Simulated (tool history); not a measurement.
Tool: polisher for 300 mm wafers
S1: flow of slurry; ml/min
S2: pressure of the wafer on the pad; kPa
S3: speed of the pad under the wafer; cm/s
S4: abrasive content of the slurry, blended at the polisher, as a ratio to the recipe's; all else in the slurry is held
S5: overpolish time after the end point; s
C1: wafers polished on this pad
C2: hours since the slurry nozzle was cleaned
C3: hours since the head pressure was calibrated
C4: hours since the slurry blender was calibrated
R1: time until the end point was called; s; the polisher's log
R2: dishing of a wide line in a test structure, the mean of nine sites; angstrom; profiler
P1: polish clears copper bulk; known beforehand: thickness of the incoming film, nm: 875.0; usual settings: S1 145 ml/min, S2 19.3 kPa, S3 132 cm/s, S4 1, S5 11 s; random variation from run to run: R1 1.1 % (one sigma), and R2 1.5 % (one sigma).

run	hour	S1	S2	S3	S4	S5	C1	C2	C3	C4	R1	R2
1	11	145	19.3	132	1	11	591	167.3	809.9	287.1	59.43	863.43
2	20.5	85	19.3	132	1	11	656	176.8	819.4	296.6	67.871	811.82
3	27.8	145	19.3	132	1	11	705	184.1	826.7	303.9	59.114	854.37
4	34.3	145	19.3	132	1	3	750	190.6	833.2	310.4	60.321	304.18
5	42.2	145	19.3	132	1.35	11	803	198.5	841.1	318.3	56.186	914.61
6	49.8	145	9.7	132	1	11	855	206.1	848.7	325.9	119.25	496.86
7	55.1	145	19.3	132	1	11	891	211.4	854	331.2	60.619	868.09
8	62.2	145	19.3	74	1	11	939	218.5	861.1	338.3	105.8	567.44
9	69.2	145	19.3	132	1	18	987	225.5	868.1	345.3	59.482	1189.5
10	76.4	145	29	132	1	11	1036	232.7	875.3	352.5	39.879	1201.9
11	85.7	195	19.3	132	1.3	11	1099	242	884.6	361.8	55.1	946.09
12	94.1	145	19.3	190	1.3	11	1156	250.4	893	370.2	39.723	1126.4
13	101.6	205	19.3	132	1	11	1207	257.9	900.5	377.7	56.953	917.88
14	106.6	145	19.3	132	1	11	1241	262.9	905.5	382.7	60.93	862.94
15	117.5	145	19.3	132	0.65	11	1315	273.8	916.4	393.6	64.995	818.22
16	124	145	19.3	180	1	11	1359	280.3	922.9	400.1	44.018	1055.1
17	130.5	145	19.3	132	1	11	1403	286.8	929.4	406.6	59.653	889.01
18	139.8	145	19.3	132	1	11	1467	296.1	938.7	415.9	58.713	885.24
19	150.2	145	19.3	132	1	11	1537	306.5	949.1	426.3	60.1	876.56
20	157.5	145	19.3	132	1	11	1587	313.8	956.4	433.6	60.36	854.46
21	165.8	145	19.3	132	1	11	1643	322.1	964.7	441.9	62.119	849.52
22	172.8	145	19.3	132	1	11	1691	329.1	971.7	448.9	62.473	845.81
23	183.8	145	19.3	132	1	11	1766	340.1	982.7	459.9	63.615	821.66
24	189.4	145	19.3	132	1	11	1804	345.7	988.3	465.5	63.962	853.28
25	197.7	145	19.3	132	1	11	1860	354	996.6	473.8	64.584	821.57
26	204.8	145	19.3	132	1	11	1908	361.1	1003.7	480.9	64.118	850.66
# hour 205.2: slurry blender recalibrated
# hour 206: head pressure recalibrated
27	215.5	145	19.3	132	1	11	1981	371.8	9.6	10.4	65.36	825.7
28	222.1	145	19.3	132	1	11	2026	378.4	16.2	17	64.442	845.33
29	232.3	145	19.3	132	1	11	2095	388.6	26.4	27.2	64.998	826.58
30	242.2	145	19.3	132	1	11	2162	398.5	36.3	37.1	64.5	800.38

P1 has crept away from where it was. The log is fitted equally well by each of these 2 causes, at the sizes shown:
A: slurry flow missing at the pad, % = 32.2
B: removal rate lost through wear of the pad, % = 7.94
Creep in the process output first set in at about hour 150.2.
Excluded causes, each with its reason:
head's pressure below its setpoint, %: serviced at hour 206, after the change had begun; the process did not return to its earlier output
abrasive missing from the slurry, %: serviced at hour 205.2, after the change had begun; the process did not return to its earlier output

The list below offers 4 check runs, each averaging the results of 3 wafers, and shows each result as a question mark. For which of them would the listed causes give clearly different results?
check 1	252.1	145	19.3	96	1	16					?	?
check 2	252.1	85	19.3	132	1	11					?	?
check 3	252.1	145	19.3	132	1	16					?	?
check 4	252.1	145	19.3	170	1.3	11					?	?

Check results expected under each cause:
check	result	if A	if B
check 1	R1	89.331	89.339
check 1	R2	859.58	859.52
check 2	R1	77.033	73.381
check 2	R2	731.25	757.85
check 3	R1	64.968	64.974
check 3	R2	1053	1052.9
check 4	R1	47.646	47.651
check 4	R2	1013.1	1013
Per-check spread between the two closest causes, in the result where they differ most: check 1 0.01 %; check 2 4.86 %; check 3 0.01 %; check 4 0.01 %
Check 2 is the one run that separates the causes; every other check would come out nearly the same whichever cause is at work.

Then check 2 was run and gave: R1 73.905 s; R2 756.07 angstrom. Which cause is it?

It was cause B: removal rate lost through wear of the pad, %.
